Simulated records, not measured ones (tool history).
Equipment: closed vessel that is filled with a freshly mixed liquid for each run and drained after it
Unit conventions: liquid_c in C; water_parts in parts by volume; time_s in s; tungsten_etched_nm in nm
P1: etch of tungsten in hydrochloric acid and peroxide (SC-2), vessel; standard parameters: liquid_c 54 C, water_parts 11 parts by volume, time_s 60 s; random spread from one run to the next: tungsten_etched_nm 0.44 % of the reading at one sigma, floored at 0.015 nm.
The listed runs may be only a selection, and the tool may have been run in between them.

run    day  liquid_c  water_parts  time_s  hours since the thermometer was replaced  hours since the chemicals flow meter was replaced  hours since the drum of peroxide was connected  tungsten_etched_nm
  1  0.279        54           11      60                                     557.7                                              681.5                                           185.1              25.198
  2  0.504        54           11      60                                     563.1                                              686.9                                           190.5               25.29
  3  0.671        39           11      60                                     567.1                                              690.9                                           194.5              9.1158
  4  1.021        54           11     110                                     575.5                                              699.3                                           202.9              46.258
  5  1.267      68.5           11      60                                     581.4                                              705.2                                           208.8               62.62
  6  1.571        54           11      30                                     588.7                                              712.5                                           216.1               12.61
  7  1.908        54           11      60                                     596.8                                              720.6                                           224.2               25.16
  8  2.271        54            4      60                                     605.5                                              729.3                                           232.9              54.619
  9  2.442        54           15      30                                     609.6                                              733.4                                             237              9.6261
 10  2.771        54           16      30                                     617.5                                              741.3                                           244.9              9.1544
 11  3.046        54           11      60                                     624.1                                              747.9                                           251.5              25.138
 12  3.212        54           11      60                                     628.1                                              751.9                                           255.5              25.348
 13    3.4        54           18      60                                     632.6                                              756.4                                             260              16.304
 14  3.571      39.5            4      60                                     636.7                                              760.5                                           264.1              20.414
 15  3.921        54           11      60                                     645.1                                              768.9                                           272.5              25.236
 16  4.196        54           11      60                                     651.7                                              775.5                                           279.1               26.24
 17  4.479        54           11      60                                     658.5                                              782.3                                           285.9              26.713
 18   4.85        54           11      60                                     667.4                                              791.2                                           294.8               26.99
 19  5.162        54           11      60                                     674.9                                              798.7                                           302.3              27.314
 20  5.496        54           11      60                                     682.9                                              806.7                                           310.3              27.276
 21  5.842        54           11      60                                     691.2                                                815                                           318.6              27.413
 22  6.012        54           11      60                                     695.3                                              819.1                                           322.7              27.438

Something has made what P1 gives creep away from where it was; the 2 causes below, each at its own stated size, fit the log equally well:
A: chemicals flow above the setpoint (%) = 10.9
B: liquid hotter than its thermometer reads (K) = 1.35
Onset of the creep was near day 3.921.
Every other cause this tool's parts could produce, and why it does not fit the log:
peroxide weaker than its label (%): at its largest 8, which would move tungsten_etched_nm by -7.4 %, too little to match the creep or of the wrong sign

Which of the 4 check runs listed below, each an average over 2 wafers with its results shown as question marks, gives clearly different results under the different listed causes?
check 1  6.183        39         15.5      60                                                                                                                                                                ?
check 2  6.183      61.5           11     105                                                                                                                                                                ?
check 3  6.183        41          4.5      60                                                                                                                                                                ?
check 4  6.183      68.5           11     105                                                                                                                                                                ?

Check results expected under each cause:
  check              result    if A    if B
check 1  tungsten_etched_nm    7.39  7.4271
check 2  tungsten_etched_nm   77.67  77.421
check 3  tungsten_etched_nm  22.464  23.019
check 4  tungsten_etched_nm  118.96  118.17
How far apart the two closest causes lie, in the result that separates them most: check 1 0.5 %; check 2 0.32 %; check 3 2.44 %; check 4 0.66 %
The causes can be told apart only by check 3. The other checks would give nearly the same results under each of them.

Check 3 was then run and gave: tungsten_etched_nm 22.501 nm. Which cause is it?

A is the cause: chemicals flow above the setpoint (%).
